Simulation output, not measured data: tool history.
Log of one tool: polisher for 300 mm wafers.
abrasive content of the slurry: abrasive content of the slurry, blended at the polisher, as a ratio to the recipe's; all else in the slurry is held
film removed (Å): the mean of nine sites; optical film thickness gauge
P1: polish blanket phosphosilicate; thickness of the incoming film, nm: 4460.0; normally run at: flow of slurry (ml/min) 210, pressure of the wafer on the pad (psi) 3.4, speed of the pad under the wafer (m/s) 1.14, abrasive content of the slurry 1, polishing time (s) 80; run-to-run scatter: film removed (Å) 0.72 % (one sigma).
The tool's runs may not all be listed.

| run | day | flow of slurry (ml/min) | pressure of the wafer on the pad (psi) | speed of the pad under the wafer (m/s) | abrasive content of the slurry | polishing time (s) | wafers polished on this pad | hours since the slurry nozzle was cleaned | hours since the head pressure was calibrated | hours since the slurry blender was calibrated | hours since the conditioning disc was replaced | film removed (Å) |
|---|---|---|---|---|---|---|---|---|---|---|---|---|
| 1 | 0.4 | 210 | 3.4 | 1.14 | 1 | 80 | 441 | 144.4 | 264.7 | 89.2 | 121.5 | 7798.2 |
| 2 | 0.908 | 300 | 3.4 | 1.14 | 1 | 80 | 610 | 156.6 | 276.9 | 101.4 | 133.7 | 8210.8 |
| 3 | 1.221 | 210 | 3.4 | 1.14 | 1 | 80 | 714 | 164.1 | 284.4 | 108.9 | 141.2 | 7845.1 |
| 4 | 1.792 | 210 | 3.4 | 1.14 | 1 | 80 | 904 | 177.8 | 298.1 | 122.6 | 154.9 | 7952.3 |
| 5 | 2.246 | 210 | 5.2 | 1.14 | 1 | 80 | 1055 | 188.7 | 309 | 133.5 | 165.8 | 12096 |
|  | 2.567 | slurry nozzle cleaned |
| 6 | 2.783 | 210 | 3.4 | 1.56 | 1 | 80 | 1233 | 5.2 | 321.9 | 146.4 | 178.7 | 10134 |
| 7 | 3.05 | 210 | 3.4 | 1.14 | 0.55 | 80 | 1322 | 11.6 | 328.3 | 152.8 | 185.1 | 5769.2 |
| 8 | 3.488 | 210 | 3.4 | 1.14 | 1.3 | 80 | 1467 | 22.1 | 338.8 | 163.3 | 195.6 | 8743.1 |
| 9 | 3.904 | 210 | 3.4 | 1.14 | 1 | 80 | 1606 | 32.1 | 348.8 | 173.3 | 205.6 | 7891 |
| 10 | 4.246 | 210 | 3.4 | 1.14 | 1 | 36 | 1720 | 40.3 | 357 | 181.5 | 213.8 | 3558.7 |
| 11 | 4.704 | 210 | 1.8 | 1.14 | 1 | 80 | 1872 | 51.3 | 368 | 192.5 | 224.8 | 4103.1 |
| 12 | 5.021 | 125 | 3.4 | 1.14 | 1 | 80 | 1977 | 58.9 | 375.6 | 200.1 | 232.4 | 7277.1 |
| 13 | 5.579 | 210 | 3.4 | 1.14 | 1 | 122 | 2163 | 72.3 | 389 | 213.5 | 245.8 | 12048 |
| 14 | 6.075 | 210 | 3.4 | 0.82 | 1 | 121 | 2328 | 84.2 | 400.9 | 225.4 | 257.7 | 9182.1 |
| 15 | 6.383 | 210 | 3.4 | 0.58 | 1 | 80 | 2430 | 91.6 | 408.3 | 232.8 | 265.1 | 4579.8 |
| 16 | 6.946 | 210 | 3.4 | 1.14 | 1 | 80 | 2617 | 105.1 | 421.8 | 246.3 | 278.6 | 7833.8 |
| 17 | 7.262 | 210 | 3.4 | 1.14 | 1 | 80 | 2723 | 112.7 | 429.4 | 253.9 | 286.2 | 7491.7 |
| 18 | 7.804 | 210 | 3.4 | 1.14 | 1 | 80 | 2903 | 125.7 | 442.4 | 266.9 | 299.2 | 7220.2 |
|  | 8.3 | slurry nozzle cleaned |
| 19 | 8.383 | 210 | 3.4 | 1.14 | 1 | 80 | 3095 | 2.1 | 456.3 | 280.8 | 313.1 | 6981.7 |
| 20 | 8.796 | 210 | 3.4 | 1.14 | 1 | 80 | 3232 | 12 | 466.2 | 290.7 | 323 | 6883.1 |
|  | 9.304 | conditioning disc replaced and pad reconditioned |
| 21 | 9.362 | 210 | 3.4 | 1.14 | 1 | 80 | 3421 | 25.6 | 479.8 | 304.3 | 1.4 | 6920.7 |
| 22 | 9.667 | 210 | 3.4 | 1.14 | 1 | 80 | 3522 | 32.9 | 487.1 | 311.6 | 8.7 | 6890 |
|  | 9.692 | head pressure recalibrated |
| 23 | 9.942 | 210 | 3.4 | 1.14 | 1 | 80 | 3613 | 39.5 | 6 | 318.2 | 15.3 | 6825 |
| 24 | 10.358 | 210 | 3.4 | 1.14 | 1 | 80 | 3752 | 49.5 | 16 | 328.2 | 25.3 | 6817.7 |
| 25 | 10.704 | 210 | 3.4 | 1.14 | 1 | 80 | 3867 | 57.8 | 24.3 | 336.5 | 33.6 | 6744 |

What P1 gives has crept away from where it was. These 2 causes fit the log equally well, each at the size given:
A: abrasive missing from the slurry, % = 25.7
B: removal rate lost through wear of the pad, % = 13.6
The creep began at about day 6.946.
Why every other cause is out:
slurry flow missing at the pad, %: serviced at day 8.3, which brought nothing back
head's pressure below its setpoint, %: serviced at day 9.692, which brought nothing back
time polished since the conditioner stopped cutting, s: serviced at day 9.304, which brought nothing back

4 check runs are offered, each on 2 wafers whose results are averaged, their results left as question marks. Which one tells the causes apart?
| check 1 | 11.05 | 210 | 4.9 | 1.14 | 0.55 | 80 |  |  |  |  |  | ? |
| check 2 | 11.05 | 130 | 3.4 | 1.14 | 1 | 36 |  |  |  |  |  | ? |
| check 3 | 11.05 | 210 | 1.9 | 0.72 | 1 | 80 |  |  |  |  |  | ? |
| check 4 | 11.05 | 260 | 4.6 | 1.14 | 1 | 80 |  |  |  |  |  | ? |

What each check would give under each cause:
| check | result | if A | if B |
|---|---|---|---|
| check 1 | film removed (Å) | 6838.4 | 7139.5 |
| check 2 | film removed (Å) | 2833.4 | 2832.9 |
| check 3 | film removed (Å) | 2630 | 2629.6 |
| check 4 | film removed (Å) | 9424.4 | 9422.9 |
How far apart the two closest causes lie, in the result that separates them most: check 1 4.31 %; check 2 0.02 %; check 3 0.02 %; check 4 0.02 %
Only check 1 tells the causes apart: in the others they would give nearly the same result.

Check 1 was then run and gave: film removed (Å) 7129.3. Which cause is it?

It is B: removal rate lost through wear of the pad, %.
